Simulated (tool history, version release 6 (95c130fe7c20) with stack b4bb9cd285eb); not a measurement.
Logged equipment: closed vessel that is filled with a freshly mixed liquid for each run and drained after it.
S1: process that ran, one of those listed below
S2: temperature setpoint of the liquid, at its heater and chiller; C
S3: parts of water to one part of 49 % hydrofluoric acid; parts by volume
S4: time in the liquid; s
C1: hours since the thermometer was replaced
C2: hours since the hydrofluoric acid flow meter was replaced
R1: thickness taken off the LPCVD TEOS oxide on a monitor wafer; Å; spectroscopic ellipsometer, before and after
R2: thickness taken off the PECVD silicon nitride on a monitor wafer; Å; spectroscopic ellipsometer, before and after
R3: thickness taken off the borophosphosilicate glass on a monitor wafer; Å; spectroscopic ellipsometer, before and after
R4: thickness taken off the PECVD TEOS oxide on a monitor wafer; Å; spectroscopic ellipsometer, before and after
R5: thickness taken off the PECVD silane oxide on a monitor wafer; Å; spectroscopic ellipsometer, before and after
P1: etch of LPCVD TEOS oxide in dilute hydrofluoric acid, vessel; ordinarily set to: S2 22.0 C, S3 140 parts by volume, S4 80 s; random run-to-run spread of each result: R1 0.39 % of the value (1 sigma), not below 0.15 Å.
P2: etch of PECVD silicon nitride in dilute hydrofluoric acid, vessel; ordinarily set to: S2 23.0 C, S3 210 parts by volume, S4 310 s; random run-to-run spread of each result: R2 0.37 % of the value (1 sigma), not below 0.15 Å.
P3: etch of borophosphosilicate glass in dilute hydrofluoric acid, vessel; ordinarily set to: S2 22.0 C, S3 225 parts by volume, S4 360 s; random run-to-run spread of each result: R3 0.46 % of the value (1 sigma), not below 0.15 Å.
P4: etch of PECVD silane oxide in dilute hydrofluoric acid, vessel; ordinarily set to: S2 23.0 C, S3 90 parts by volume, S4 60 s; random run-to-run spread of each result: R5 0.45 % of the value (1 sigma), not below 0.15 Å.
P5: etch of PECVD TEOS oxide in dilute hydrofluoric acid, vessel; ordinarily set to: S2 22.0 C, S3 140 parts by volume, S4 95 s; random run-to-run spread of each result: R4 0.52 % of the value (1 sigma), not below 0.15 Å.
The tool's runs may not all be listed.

{"run": 1, "day": 0.371, "S1": "P1", "S2": 22.0, "S3": 140, "S4": 80, "C1": 1407.3, "C2": 101.2, "R1": 188.09}
{"run": 2, "day": 0.679, "S1": "P1", "S2": 29.5, "S3": 140, "S4": 80, "C1": 1414.7, "C2": 108.6, "R1": 245.32}
{"run": 3, "day": 0.875, "S1": "P1", "S2": 22.0, "S3": 140, "S4": 80, "C1": 1419.4, "C2": 113.3, "R1": 186.89}
{"run": 4, "day": 1.233, "S1": "P2", "S2": 23.0, "S3": 210, "S4": 310, "C1": 1428.0, "C2": 121.9, "R2": 77.356}
{"run": 5, "day": 1.579, "S1": "P3", "S2": 22.0, "S3": 225, "S4": 55, "C1": 1436.3, "C2": 130.2, "R3": 68.936}
{"run": 6, "day": 1.808, "S1": "P5", "S2": 22.0, "S3": 140, "S4": 95, "C1": 1441.8, "C2": 135.7, "R4": 75.161}
{"run": 7, "day": 2.092, "S1": "P3", "S2": 22.0, "S3": 225, "S4": 360, "C1": 1448.6, "C2": 142.5, "R3": 447.49}
{"run": 8, "day": 2.371, "S1": "P3", "S2": 22.0, "S3": 400, "S4": 360, "C1": 1455.3, "C2": 149.2, "R3": 214.95}
{"run": 9, "day": 2.642, "S1": "P5", "S2": 22.0, "S3": 65, "S4": 95, "C1": 1461.8, "C2": 155.7, "R4": 176.69}
{"run": 10, "day": 2.921, "S1": "P1", "S2": 22.0, "S3": 140, "S4": 80, "C1": 1468.5, "C2": 162.4, "R1": 185.62}
{"run": 11, "day": 3.15, "S1": "P2", "S2": 30.5, "S3": 210, "S4": 310, "C1": 1474.0, "C2": 167.9, "R2": 121.55}
{"run": 12, "day": 3.4, "S1": "P2", "S2": 23.0, "S3": 95, "S4": 310, "C1": 1480.0, "C2": 173.9, "R2": 168.99}
{"run": 13, "day": 3.654, "S1": "P5", "S2": 22.0, "S3": 140, "S4": 185, "C1": 1486.1, "C2": 180.0, "R4": 146.31}
{"run": 14, "day": 4.017, "S1": "P4", "S2": 23.0, "S3": 90, "S4": 100, "C1": 1494.8, "C2": 188.7, "R5": 295.16}
{"run": 15, "day": 4.383, "S1": "P1", "S2": 17.5, "S3": 140, "S4": 30, "C1": 1503.6, "C2": 197.5, "R1": 57.739}
{"run": 16, "day": 4.588, "S1": "P2", "S2": 23.0, "S3": 210, "S4": 30, "C1": 1508.5, "C2": 202.4, "R2": 7.4785}
{"run": 17, "day": 4.821, "S1": "P1", "S2": 22.0, "S3": 60, "S4": 80, "C1": 1514.1, "C2": 208.0, "R1": 476.99}
{"run": 18, "day": 5.046, "S1": "P4", "S2": 23.0, "S3": 150, "S4": 60, "C1": 1519.5, "C2": 213.4, "R5": 98.037}
{"run": 19, "day": 5.392, "S1": "P1", "S2": 18.0, "S3": 140, "S4": 130, "C1": 1527.8, "C2": 221.7, "R1": 258.38}
{"run": 20, "day": 5.558, "S1": "P1", "S2": 22.0, "S3": 190, "S4": 80, "C1": 1531.8, "C2": 225.7, "R1": 130.37}
{"run": 21, "day": 5.771, "S1": "P3", "S2": 22.0, "S3": 225, "S4": 360, "C1": 1536.9, "C2": 230.8, "R3": 453.67}
{"run": 22, "day": 5.954, "S1": "P1", "S2": 17.0, "S3": 140, "S4": 80, "C1": 1541.3, "C2": 235.2, "R1": 152.17}
{"run": 23, "day": 6.242, "S1": "P5", "S2": 18.0, "S3": 140, "S4": 95, "C1": 1548.2, "C2": 242.1, "R4": 64.539}
{"run": 24, "day": 6.421, "S1": "P3", "S2": 28.5, "S3": 225, "S4": 360, "C1": 1552.5, "C2": 246.4, "R3": 570.13}
{"run": 25, "day": 6.654, "S1": "P4", "S2": 23.0, "S3": 90, "S4": 60, "C1": 1558.1, "C2": 252.0, "R5": 174.45}
{"run": 26, "day": 6.821, "S1": "P1", "S2": 22.0, "S3": 140, "S4": 80, "C1": 1562.1, "C2": 256.0, "R1": 186.11}
{"run": 27, "day": 7.1, "S1": "P4", "S2": 27.0, "S3": 90, "S4": 60, "C1": 1568.8, "C2": 262.7, "R5": 207.2}
{"run": 28, "day": 7.262, "S1": "P2", "S2": 23.0, "S3": 210, "S4": 310, "C1": 1572.7, "C2": 266.6, "R2": 77.084}
{"run": 29, "day": 7.512, "S1": "P5", "S2": 22.0, "S3": 140, "S4": 95, "C1": 1578.7, "C2": 272.6, "R4": 75.382}
{"run": 30, "day": 7.675, "S1": "P1", "S2": 22.0, "S3": 140, "S4": 160, "C1": 1582.6, "C2": 276.5, "R1": 372.27}
{"run": 31, "day": 7.842, "S1": "P1", "S2": 22.0, "S3": 140, "S4": 30, "C1": 1586.6, "C2": 280.5, "R1": 69.766}
{"run": 32, "day": 8.142, "S1": "P1", "S2": 17.0, "S3": 140, "S4": 45, "C1": 1593.8, "C2": 287.7, "R1": 86.03}
{"run": 33, "day": 8.308, "S1": "P4", "S2": 23.0, "S3": 90, "S4": 60, "C1": 1597.8, "C2": 291.7, "R5": 176.95}
{"run": 34, "day": 8.588, "S1": "P1", "S2": 22.0, "S3": 140, "S4": 80, "C1": 1604.5, "C2": 298.4, "R1": 185.81}

Expected results for the next run?
{"run": 35, "day": 8.912, "S1": "P1", "S2": 22.0, "S3": 140, "S4": 80, "C1": 1612.3, "C2": 306.2, "R1": "?"}

R1: 193.100 Å
